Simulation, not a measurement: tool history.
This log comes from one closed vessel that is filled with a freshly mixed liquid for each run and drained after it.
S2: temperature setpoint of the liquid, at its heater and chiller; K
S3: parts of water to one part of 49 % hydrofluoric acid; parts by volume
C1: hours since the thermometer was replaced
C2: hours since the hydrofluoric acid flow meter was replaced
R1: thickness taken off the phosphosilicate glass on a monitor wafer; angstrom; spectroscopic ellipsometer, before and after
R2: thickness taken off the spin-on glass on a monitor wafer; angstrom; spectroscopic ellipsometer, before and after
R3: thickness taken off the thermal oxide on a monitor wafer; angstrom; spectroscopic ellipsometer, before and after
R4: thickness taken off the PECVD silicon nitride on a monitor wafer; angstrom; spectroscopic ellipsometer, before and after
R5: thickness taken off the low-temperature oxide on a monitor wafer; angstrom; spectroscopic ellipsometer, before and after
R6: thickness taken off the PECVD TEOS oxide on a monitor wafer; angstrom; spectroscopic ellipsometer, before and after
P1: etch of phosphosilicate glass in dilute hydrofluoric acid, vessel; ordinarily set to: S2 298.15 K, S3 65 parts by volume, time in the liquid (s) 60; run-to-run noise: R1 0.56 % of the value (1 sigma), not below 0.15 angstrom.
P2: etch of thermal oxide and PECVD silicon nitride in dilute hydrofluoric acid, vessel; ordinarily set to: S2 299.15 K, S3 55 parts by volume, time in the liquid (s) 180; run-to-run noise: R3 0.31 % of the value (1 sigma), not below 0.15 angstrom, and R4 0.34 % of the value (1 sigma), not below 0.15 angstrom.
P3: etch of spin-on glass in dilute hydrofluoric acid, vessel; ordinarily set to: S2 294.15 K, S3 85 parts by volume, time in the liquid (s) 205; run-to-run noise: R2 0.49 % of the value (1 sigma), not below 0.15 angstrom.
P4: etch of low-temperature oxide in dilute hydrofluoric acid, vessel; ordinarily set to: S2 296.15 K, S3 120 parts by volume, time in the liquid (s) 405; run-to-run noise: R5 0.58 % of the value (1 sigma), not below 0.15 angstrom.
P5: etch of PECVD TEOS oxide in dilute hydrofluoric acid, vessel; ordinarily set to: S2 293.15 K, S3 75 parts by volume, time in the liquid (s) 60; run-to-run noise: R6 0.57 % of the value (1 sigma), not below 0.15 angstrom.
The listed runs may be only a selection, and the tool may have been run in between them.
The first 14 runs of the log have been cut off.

{"run": 15, "hour": 222.6, "process that ran": "P2", "S2": 299.15, "S3": 55, "time in the liquid (s)": 180, "C1": 626.1, "C2": 367.4, "R3": 184.12, "R4": 82.281}
{"run": 16, "hour": 241.4, "process that ran": "P1", "S2": 304.15, "S3": 65, "time in the liquid (s)": 60, "C1": 644.9, "C2": 386.2, "R1": 1536.1}
{"run": 17, "hour": 256.6, "process that ran": "P5", "S2": 293.15, "S3": 75, "time in the liquid (s)": 30, "C1": 660.1, "C2": 401.4, "R6": 48.565}
{"run": 18, "hour": 272.6, "process that ran": "P5", "S2": 293.15, "S3": 75, "time in the liquid (s)": 60, "C1": 676.1, "C2": 417.4, "R6": 97.778}
{"run": 19, "hour": 285.5, "process that ran": "P5", "S2": 293.15, "S3": 75, "time in the liquid (s)": 60, "C1": 689, "C2": 430.3, "R6": 96.666}
{"run": 20, "hour": 300.7, "process that ran": "P1", "S2": 294.15, "S3": 65, "time in the liquid (s)": 60, "C1": 704.2, "C2": 445.5, "R1": 1020.4}
{"run": 21, "hour": 315.2, "process that ran": "P1", "S2": 298.15, "S3": 65, "time in the liquid (s)": 60, "C1": 718.7, "C2": 460, "R1": 1203.3}
{"run": 22, "hour": 326.2, "process that ran": "P2", "S2": 299.15, "S3": 20, "time in the liquid (s)": 180, "C1": 729.7, "C2": 471, "R3": 534.5, "R4": 219.3}
{"run": 23, "hour": 339.5, "process that ran": "P3", "S2": 294.15, "S3": 85, "time in the liquid (s)": 80, "C1": 743, "C2": 484.3, "R2": 170}
{"run": 24, "hour": 349.4, "process that ran": "P3", "S2": 294.15, "S3": 85, "time in the liquid (s)": 205, "C1": 752.9, "C2": 494.2, "R2": 436.25}
{"run": 25, "hour": 360.1, "process that ran": "P5", "S2": 296.65, "S3": 75, "time in the liquid (s)": 60, "C1": 763.6, "C2": 504.9, "R6": 113.05}
{"run": 26, "hour": 370.8, "process that ran": "P1", "S2": 298.15, "S3": 65, "time in the liquid (s)": 60, "C1": 774.3, "C2": 515.6, "R1": 1214.7}
{"run": 27, "hour": 380.8, "process that ran": "P1", "S2": 298.15, "S3": 65, "time in the liquid (s)": 60, "C1": 784.3, "C2": 525.6, "R1": 1206}
{"run": 28, "hour": 393.3, "process that ran": "P5", "S2": 293.15, "S3": 20, "time in the liquid (s)": 60, "C1": 796.8, "C2": 538.1, "R6": 394.58}
{"run": 29, "hour": 405.2, "process that ran": "P1", "S2": 290.65, "S3": 105, "time in the liquid (s)": 60, "C1": 808.7, "C2": 550, "R1": 528.5}
{"run": 30, "hour": 416.5, "process that ran": "P4", "S2": 296.15, "S3": 120, "time in the liquid (s)": 700, "C1": 820, "C2": 561.3, "R5": 840.02}

Expected results for the next run?
{"run": 31, "hour": 426.7, "process that ran": "P1", "S2": 298.15, "S3": 65, "time in the liquid (s)": 60, "C1": 830.2, "C2": 571.5, "R1": "?"}

Run 31 produced R1 1211.9 angstrom.
